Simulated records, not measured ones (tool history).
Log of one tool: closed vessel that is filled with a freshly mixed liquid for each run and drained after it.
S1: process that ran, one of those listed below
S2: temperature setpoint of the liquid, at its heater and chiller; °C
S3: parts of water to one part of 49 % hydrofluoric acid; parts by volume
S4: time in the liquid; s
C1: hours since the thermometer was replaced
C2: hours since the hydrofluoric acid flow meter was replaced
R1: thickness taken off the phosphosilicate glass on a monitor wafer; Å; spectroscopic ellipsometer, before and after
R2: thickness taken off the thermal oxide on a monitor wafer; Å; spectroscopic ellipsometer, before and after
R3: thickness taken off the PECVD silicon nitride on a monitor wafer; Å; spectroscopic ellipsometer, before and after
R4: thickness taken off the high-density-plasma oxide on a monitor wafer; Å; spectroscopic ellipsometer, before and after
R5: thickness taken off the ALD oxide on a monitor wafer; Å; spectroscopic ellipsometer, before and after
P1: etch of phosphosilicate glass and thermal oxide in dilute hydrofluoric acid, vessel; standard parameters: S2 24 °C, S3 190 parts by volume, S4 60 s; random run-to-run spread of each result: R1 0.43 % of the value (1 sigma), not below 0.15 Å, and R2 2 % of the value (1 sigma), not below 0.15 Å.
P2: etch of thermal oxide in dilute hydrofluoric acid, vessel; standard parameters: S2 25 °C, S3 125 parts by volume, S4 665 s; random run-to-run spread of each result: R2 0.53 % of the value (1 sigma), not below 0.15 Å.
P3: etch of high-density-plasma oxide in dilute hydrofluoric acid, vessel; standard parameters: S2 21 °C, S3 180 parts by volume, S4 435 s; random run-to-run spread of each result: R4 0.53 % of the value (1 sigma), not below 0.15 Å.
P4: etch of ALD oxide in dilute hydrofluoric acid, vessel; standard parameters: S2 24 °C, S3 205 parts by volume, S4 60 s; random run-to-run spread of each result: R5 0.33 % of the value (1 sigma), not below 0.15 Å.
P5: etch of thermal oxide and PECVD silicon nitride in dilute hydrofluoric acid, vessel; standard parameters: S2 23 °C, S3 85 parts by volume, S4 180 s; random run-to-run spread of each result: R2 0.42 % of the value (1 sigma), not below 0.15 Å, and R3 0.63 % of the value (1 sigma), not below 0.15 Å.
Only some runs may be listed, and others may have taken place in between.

Run 1, day 0.367: S1 P1, S2 24 °C, S3 190 parts by volume, S4 60 s; C1 2002.6; C2 462.7. Result: R1 443.68 Å, R2 12.869 Å.
Run 2, day 0.933: S1 P1, S2 24 °C, S3 190 parts by volume, S4 60 s; C1 2016.2; C2 476.3. Result: R1 441.8 Å, R2 13.26 Å.
Run 3, day 1.504: S1 P5, S2 23 °C, S3 85 parts by volume, S4 295 s; C1 2029.9; C2 490. Result: R2 157.65 Å, R3 76.047 Å.
Run 4, day 1.967: S1 P3, S2 21 °C, S3 280 parts by volume, S4 435 s; C1 2041; C2 501.1. Result: R4 106.51 Å.
Run 5, day 2.538: S1 P1, S2 31.5 °C, S3 45 parts by volume, S4 60 s; C1 2054.7; C2 514.8. Result: R1 2999.7 Å, R2 90.489 Å.
Run 6, day 2.8: S1 P4, S2 24 °C, S3 205 parts by volume, S4 95 s; C1 2061; C2 521.1. Result: R5 112.98 Å.
Run 7, day 3.233: S1 P2, S2 25 °C, S3 210 parts by volume, S4 665 s; C1 2071.4; C2 531.5. Result: R2 132.67 Å.
Run 8, day 3.617: S1 P3, S2 21 °C, S3 180 parts by volume, S4 435 s; C1 2080.6; C2 540.7. Result: R4 180.49 Å.
Run 9, day 3.954: S1 P3, S2 21 °C, S3 180 parts by volume, S4 840 s; C1 2088.7; C2 548.8. Result: R4 353.48 Å.
Run 10, day 4.217: S1 P3, S2 29 °C, S3 180 parts by volume, S4 435 s; C1 2095; C2 555.1. Result: R4 245.67 Å.
Run 11, day 4.758: S1 P1, S2 30 °C, S3 120 parts by volume, S4 60 s; C1 2108; C2 568.1. Result: R1 950.13 Å, R2 28.451 Å.
Run 12, day 5.125: S1 P1, S2 24 °C, S3 190 parts by volume, S4 60 s; C1 2116.8; C2 576.9. Result: R1 443.76 Å, R2 13.639 Å.
Run 13, day 5.379: S1 P1, S2 24 °C, S3 190 parts by volume, S4 60 s; C1 2122.9; C2 583. Result: R1 441.23 Å, R2 13.215 Å.
Run 14, day 5.804: S1 P1, S2 24 °C, S3 190 parts by volume, S4 30 s; C1 2133.1; C2 593.2. Result: R1 219.74 Å, R2 6.9443 Å.
Run 15, day 6.121: S1 P5, S2 23 °C, S3 85 parts by volume, S4 180 s; C1 2140.7; C2 600.8. Result: R2 97.142 Å, R3 46.576 Å.
Run 16, day 6.492: S1 P2, S2 25 °C, S3 125 parts by volume, S4 665 s; C1 2149.6; C2 609.7. Result: R2 243.74 Å.
Run 17, day 6.883: S1 P4, S2 24 °C, S3 70 parts by volume, S4 60 s; C1 2159; C2 619.1. Result: R5 244.47 Å.
Run 18, day 7.183: S1 P4, S2 30.5 °C, S3 205 parts by volume, S4 60 s; C1 2166.2; C2 626.3. Result: R5 90.125 Å.
Run 19, day 7.633: S1 P2, S2 25 °C, S3 125 parts by volume, S4 665 s; C1 2177; C2 637.1. Result: R2 246.39 Å.
Run 20, day 7.988: S1 P5, S2 28 °C, S3 85 parts by volume, S4 180 s; C1 2185.5; C2 645.6. Result: R2 117.69 Å, R3 64.295 Å.
At day 8.15: hydrofluoric acid flow meter replaced.
Run 21, day 8.4: S1 P1, S2 31 °C, S3 190 parts by volume, S4 105 s; C1 2195.4; C2 6.1. Result: R1 994.33 Å, R2 29.813 Å.
Run 22, day 8.733: S1 P4, S2 24 °C, S3 205 parts by volume, S4 60 s; C1 2203.4; C2 14.1. Result: R5 71.029 Å.
Run 23, day 9.05: S1 P2, S2 25 °C, S3 125 parts by volume, S4 1180 s; C1 2211; C2 21.7. Result: R2 432.88 Å.
Run 24, day 9.575: S1 P2, S2 33 °C, S3 125 parts by volume, S4 665 s; C1 2223.6; C2 34.3. Result: R2 329.55 Å.
Run 25, day 10.075: S1 P1, S2 24 °C, S3 325 parts by volume, S4 60 s; C1 2235.6; C2 46.3. Result: R1 227.1 Å, R2 6.8015 Å.
Run 26, day 10.629: S1 P1, S2 24 °C, S3 190 parts by volume, S4 105 s; C1 2248.9; C2 59.6. Result: R1 774.14 Å, R2 23.522 Å.
Run 27, day 10.9: S1 P1, S2 19 °C, S3 190 parts by volume, S4 60 s; C1 2255.4; C2 66.1. Result: R1 364.13 Å, R2 11.358 Å.
Run 28, day 11.354: S1 P1, S2 24 °C, S3 75 parts by volume, S4 60 s; C1 2266.3; C2 77. Result: R1 1280.3 Å, R2 38.036 Å.
Run 29, day 11.779: S1 P1, S2 24 °C, S3 190 parts by volume, S4 60 s; C1 2276.5; C2 87.2. Result: R1 442.08 Å, R2 13.2 Å.
Run 30, day 12.2: S1 P1, S2 31.5 °C, S3 190 parts by volume, S4 60 s; C1 2286.6; C2 97.3. Result: R1 581.05 Å, R2 16.833 Å.
Run 31, day 12.742: S1 P5, S2 23 °C, S3 50 parts by volume, S4 180 s; C1 2299.6; C2 110.3. Result: R2 169.36 Å, R3 78.498 Å.
Run 32, day 13.008: S1 P1, S2 24 °C, S3 190 parts by volume, S4 60 s; C1 2306; C2 116.7. Result: R1 440.98 Å, R2 12.787 Å.
Run 33, day 13.529: S1 P1, S2 24 °C, S3 190 parts by volume, S4 60 s; C1 2318.5; C2 129.2. Result: R1 459.06 Å, R2 13.603 Å.
Run 34, day 13.846: S1 P1, S2 24 °C, S3 190 parts by volume, S4 60 s; C1 2326.1; C2 136.8. Result: R1 459 Å, R2 13.46 Å.
Run 35, day 14.4: S1 P1, S2 24 °C, S3 190 parts by volume, S4 60 s; C1 2339.4; C2 150.1. Result: R1 465.5 Å, R2 13.731 Å.
Run 36, day 14.942: S1 P1, S2 24 °C, S3 190 parts by volume, S4 60 s; C1 2352.4; C2 163.1. Result: R1 464.35 Å, R2 13.681 Å.
Run 37, day 15.4: S1 P1, S2 24 °C, S3 190 parts by volume, S4 60 s; C1 2363.4; C2 174.1. Result: R1 466.64 Å, R2 13.981 Å.
Run 38, day 15.846: S1 P1, S2 24 °C, S3 190 parts by volume, S4 60 s; C1 2374.1; C2 184.8. Result: R1 469.97 Å, R2 14.434 Å.

What P1 gives has crept away from where it was. These 2 causes fit the log equally well, each at the size given:
A: liquid hotter than its thermometer reads (K) = 1.54
B: hydrofluoric acid flow above the setpoint (%) = 4.83
Creep in the process output first set in at about day 13.008.

Question marks stand in for the results of the 4 check runs listed below, each run on one wafer. Under which run would the listed causes show clearly different results?
Run check 1, day 16.292: S1 P5, S2 26.5 °C, S3 85 parts by volume, S4 180 s. Result: R2 ?, R3 ?.
Run check 2, day 16.292: S1 P2, S2 25 °C, S3 175 parts by volume, S4 665 s. Result: R2 ?.
Run check 3, day 16.292: S1 P4, S2 30.5 °C, S3 205 parts by volume, S4 60 s. Result: R5 ?.
Run check 4, day 16.292: S1 P3, S2 29 °C, S3 180 parts by volume, S4 435 s. Result: R4 ?.

What each check would give under each cause:
  check  result    if A    if B
check 1      R2  117.19  116.32
check 1      R3  64.642  61.323
check 2      R2   174.9  174.82
check 3      R5  94.707  95.339
check 4      R4  258.55  259.38
Smallest distance between any two causes, each pair judged by its most separating result, in per cent: check 1 5.27 %; check 2 0.05 %; check 3 0.66 %; check 4 0.32 %
The other checks would show nearly matching results whichever cause is true, so check 1 is the only one that separates the causes.

The results of check 1 are: R2 118.4 Å; R3 65.324 Å. Based on these, which of the listed causes is it?

Of the candidate causes, it is A: liquid hotter than its thermometer reads (K).
